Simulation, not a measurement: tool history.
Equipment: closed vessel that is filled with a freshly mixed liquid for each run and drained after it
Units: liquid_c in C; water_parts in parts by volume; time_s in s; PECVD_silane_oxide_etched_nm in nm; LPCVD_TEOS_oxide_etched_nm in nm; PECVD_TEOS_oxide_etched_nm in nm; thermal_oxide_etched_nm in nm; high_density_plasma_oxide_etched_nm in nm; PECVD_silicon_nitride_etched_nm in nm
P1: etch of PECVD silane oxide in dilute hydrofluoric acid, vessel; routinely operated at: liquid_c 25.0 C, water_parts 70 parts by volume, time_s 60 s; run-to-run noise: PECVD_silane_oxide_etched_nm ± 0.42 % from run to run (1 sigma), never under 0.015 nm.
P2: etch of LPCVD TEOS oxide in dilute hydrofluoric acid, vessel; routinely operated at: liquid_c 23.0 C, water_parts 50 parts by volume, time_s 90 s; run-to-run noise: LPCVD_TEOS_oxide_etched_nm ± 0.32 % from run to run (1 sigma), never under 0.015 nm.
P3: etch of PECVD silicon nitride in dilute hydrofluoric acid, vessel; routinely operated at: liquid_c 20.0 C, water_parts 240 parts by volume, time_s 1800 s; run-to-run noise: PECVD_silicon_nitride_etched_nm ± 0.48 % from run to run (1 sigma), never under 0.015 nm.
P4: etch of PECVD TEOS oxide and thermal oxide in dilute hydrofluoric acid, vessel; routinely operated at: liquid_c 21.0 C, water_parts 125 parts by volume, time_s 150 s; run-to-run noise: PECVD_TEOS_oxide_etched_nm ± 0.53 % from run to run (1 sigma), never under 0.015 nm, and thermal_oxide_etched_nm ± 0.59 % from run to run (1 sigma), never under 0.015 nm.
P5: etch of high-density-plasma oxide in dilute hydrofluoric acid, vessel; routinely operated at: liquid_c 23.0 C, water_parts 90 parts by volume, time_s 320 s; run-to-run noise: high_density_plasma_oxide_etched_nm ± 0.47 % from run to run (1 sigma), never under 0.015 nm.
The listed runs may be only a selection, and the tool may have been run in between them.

run	hour	process	liquid_c	water_parts	time_s	hours since the thermometer was replaced	hours since the hydrofluoric acid flow meter was replaced	PECVD_silane_oxide_etched_nm	LPCVD_TEOS_oxide_etched_nm	PECVD_TEOS_oxide_etched_nm	thermal_oxide_etched_nm	high_density_plasma_oxide_etched_nm	PECVD_silicon_nitride_etched_nm
1	3.1	P1	25.0	70	60	132.4	289.1	19.985					
2	6.5	P2	23.0	85	90	135.8	292.5		20.195				
3	10.6	P4	21.0	125	290	139.9	296.6			16.7450	10.0580		
4	15.1	P4	21.0	30	150	144.4	301.1			40.5190	23.9430		
5	19.2	P1	25.0	70	60	148.5	305.2	20.139					
6	21.4	P1	25.0	70	85	150.7	307.4	28.115					
7	25.5	P5	23.0	90	320	154.8	311.5					37.5390	
8	27.8	P1	31.5	70	85	157.1	313.8	36.457					
9	30.6	P4	21.0	125	150	159.9	316.6			8.7298	5.1646		
10	33.7	P1	25.0	70	60	163.0	319.7	20.088					
11	36.1	P4	17.0	125	150	165.4	322.1			7.4587	4.3888		
12	38.3	P2	17.0	50	90	167.6	324.3		27.946				
13	40.4	P1	21.5	70	60	169.7	326.4	17.251					
14	43.6	P3	20.0	75	1800	172.9	329.6						68.767
15	47.4	P1	25.0	70	60	176.7	333.4	19.999					
16	50.8	P1	29.5	70	60	180.1	336.8	23.909					
17	53.8	P2	23.0	50	90	183.1	339.8		36.091				
18	56.7	P1	31.0	125	60	186.0	342.7	13.075					
19	60.8	P5	17.0	90	320	190.1	346.8					29.3670	
20	64.8	P1	25.0	70	30	194.1	350.8	10.047					
21	68.6	P5	23.0	45	320	197.9	354.6					79.2300	
22	71.4	P3	20.0	240	1015	200.7	357.4						12.340
23	73.6	P1	25.0	70	60	202.9	359.6	19.906					
24	78.2	P3	28.5	240	1800	207.5	364.2						37.156
25	82.4	P2	23.0	50	30	211.7	368.4		11.971				
26	84.6	P3	20.0	240	1800	213.9	370.6						21.919
27	87.8	P5	23.0	90	55	217.1	373.8					6.4416	
28	90.2	P1	25.0	25	60	219.5	376.2	59.300					
29	94.8	P1	25.0	105	60	224.1	380.8	12.792					
30	98.6	P1	25.0	70	60	227.9	384.6	20.002					
31	100.7	P1	25.0	70	60	230.0	386.7	20.037					
32	104.9	P1	25.0	70	60	234.2	390.9	21.043					
33	108.6	P1	25.0	70	60	237.9	394.6	21.335					
34	111.6	P1	25.0	70	60	240.9	397.6	21.671					
35	115.7	P1	25.0	70	60	245.0	401.7	21.672					
36	117.9	P1	25.0	70	60	247.2	403.9	21.467					
37	121.4	P1	25.0	70	60	250.7	407.4	21.664					

What P1 gives has crept off from where it sat before. The 2 causes that follow fit the log equally well, each at the size noted:
A: liquid hotter than its thermometer reads (K) = 2
B: hydrofluoric acid flow above the setpoint (%) = 7.55
The creep began at about hour 100.7.

Question marks stand in for the results of the 4 check runs listed below, each run on one wafer. Under which run would the listed causes show clearly different results?
check 1	124.9	P3	20.0	240	1160								?
check 2	124.9	P4	21.0	30	285					?	?		
check 3	124.9	P5	23.0	65	130							?	
check 4	124.9	P2	17.0	70	90				?				

Outcome of each check run for each possible cause:
check	result	if A	if B
check 1	PECVD_silicon_nitride_etched_nm	16.104	15.202
check 2	PECVD_TEOS_oxide_etched_nm	84.1010	83.3150
check 2	thermal_oxide_etched_nm	49.8790	49.4130
check 3	high_density_plasma_oxide_etched_nm	23.5870	23.5200
check 4	LPCVD_TEOS_oxide_etched_nm	21.233	21.083
How far apart the two closest causes lie, in the result that separates them most: check 1 5.77 %; check 2 0.94 %; check 3 0.28 %; check 4 0.71 %
Check 1 distinguishes between the causes, while the remaining checks would return nearly the same result for all of them.

Then check 1 was run and gave: PECVD_silicon_nitride_etched_nm 15.122 nm. Which cause is it?

It was cause B: hydrofluoric acid flow above the setpoint (%).
